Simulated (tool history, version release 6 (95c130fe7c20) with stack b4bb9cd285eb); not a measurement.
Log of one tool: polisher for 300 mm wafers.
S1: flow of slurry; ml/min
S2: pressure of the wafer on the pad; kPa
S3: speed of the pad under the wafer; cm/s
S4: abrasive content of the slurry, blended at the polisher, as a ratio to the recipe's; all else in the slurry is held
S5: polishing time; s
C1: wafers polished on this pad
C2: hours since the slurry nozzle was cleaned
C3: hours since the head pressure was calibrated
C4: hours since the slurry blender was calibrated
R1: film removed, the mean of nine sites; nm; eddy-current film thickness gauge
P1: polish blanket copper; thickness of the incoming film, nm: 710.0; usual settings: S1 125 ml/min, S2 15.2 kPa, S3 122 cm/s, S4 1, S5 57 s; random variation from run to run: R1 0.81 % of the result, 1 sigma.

| run | day | S1 | S2 | S3 | S4 | S5 | C1 | C2 | C3 | C4 | R1 |
|---|---|---|---|---|---|---|---|---|---|---|---|
| 1 | 0.271 | 125 | 15.2 | 122 | 1 | 57 | 130 | 290.6 | 954.9 | 74.4 | 177.23 |
| 2 | 0.721 | 125 | 22.1 | 122 | 0.55 | 57 | 224 | 301.4 | 965.7 | 85.2 | 225.63 |
| 3 | 1.125 | 125 | 15.2 | 54 | 1 | 57 | 308 | 311.1 | 975.4 | 94.9 | 78.361 |
| 4 | 1.425 | 125 | 15.2 | 122 | 1 | 57 | 371 | 318.3 | 982.6 | 102.1 | 174.62 |
| 5 | 1.838 | 125 | 15.2 | 122 | 0.5 | 57 | 457 | 328.2 | 992.5 | 112 | 153.43 |
| 6 | 2.212 | 125 | 21.4 | 122 | 1 | 57 | 535 | 337.2 | 1001.5 | 121 | 248.59 |
| 7 | 2.612 | 125 | 15.2 | 180 | 1 | 57 | 619 | 346.8 | 1011.1 | 130.6 | 261.41 |
| 8 | 3.092 | 75 | 15.2 | 122 | 1 | 57 | 719 | 358.3 | 1022.6 | 142.1 | 155.79 |
| 9 | 3.454 | 125 | 15.2 | 122 | 1 | 57 | 795 | 367 | 1031.3 | 150.8 | 176.72 |
| 10 | 3.742 | 125 | 15.2 | 122 | 1 | 57 | 855 | 373.9 | 1038.2 | 157.7 | 175.29 |
| 11 | 4.233 | 125 | 15.2 | 122 | 1 | 87 | 958 | 385.7 | 1050 | 169.5 | 269.92 |
| 12 | 4.775 | 165 | 15.2 | 122 | 1 | 57 | 1071 | 398.7 | 1063 | 182.5 | 183.21 |
| 13 | 5.267 | 125 | 15.2 | 122 | 1.25 | 57 | 1174 | 410.5 | 1074.8 | 194.3 | 184.39 |
| 14 | 5.842 | 125 | 6.9 | 122 | 1 | 57 | 1294 | 424.3 | 1088.6 | 208.1 | 79.847 |
| 15 | 6.183 | 125 | 15.2 | 122 | 1 | 57 | 1366 | 432.5 | 1096.8 | 216.3 | 176.03 |
| 16 | 6.562 | 125 | 15.2 | 122 | 1 | 26 | 1445 | 441.6 | 1105.9 | 225.4 | 80.668 |
|  | 6.962 | slurry nozzle cleaned |
| 17 | 6.962 | 125 | 15.2 | 174 | 0.65 | 57 | 1529 | 0 | 1115.5 | 235 | 228.08 |
| 18 | 7.492 | 125 | 22.8 | 122 | 1 | 41 | 1639 | 12.7 | 1128.2 | 247.7 | 192.51 |
| 19 | 7.933 | 125 | 15.2 | 122 | 1 | 57 | 1731 | 23.3 | 1138.8 | 258.3 | 174.87 |
| 20 | 8.412 | 125 | 15.2 | 122 | 1 | 57 | 1832 | 34.8 | 1150.3 | 269.8 | 169.51 |

The next listed run, before its measurement:
| 21 | 8.746 | 125 | 15.2 | 122 | 1 | 57 | 1901 | 42.8 | 1158.3 | 277.8 | ? |

{"run 21": {"R1": 165.83}}

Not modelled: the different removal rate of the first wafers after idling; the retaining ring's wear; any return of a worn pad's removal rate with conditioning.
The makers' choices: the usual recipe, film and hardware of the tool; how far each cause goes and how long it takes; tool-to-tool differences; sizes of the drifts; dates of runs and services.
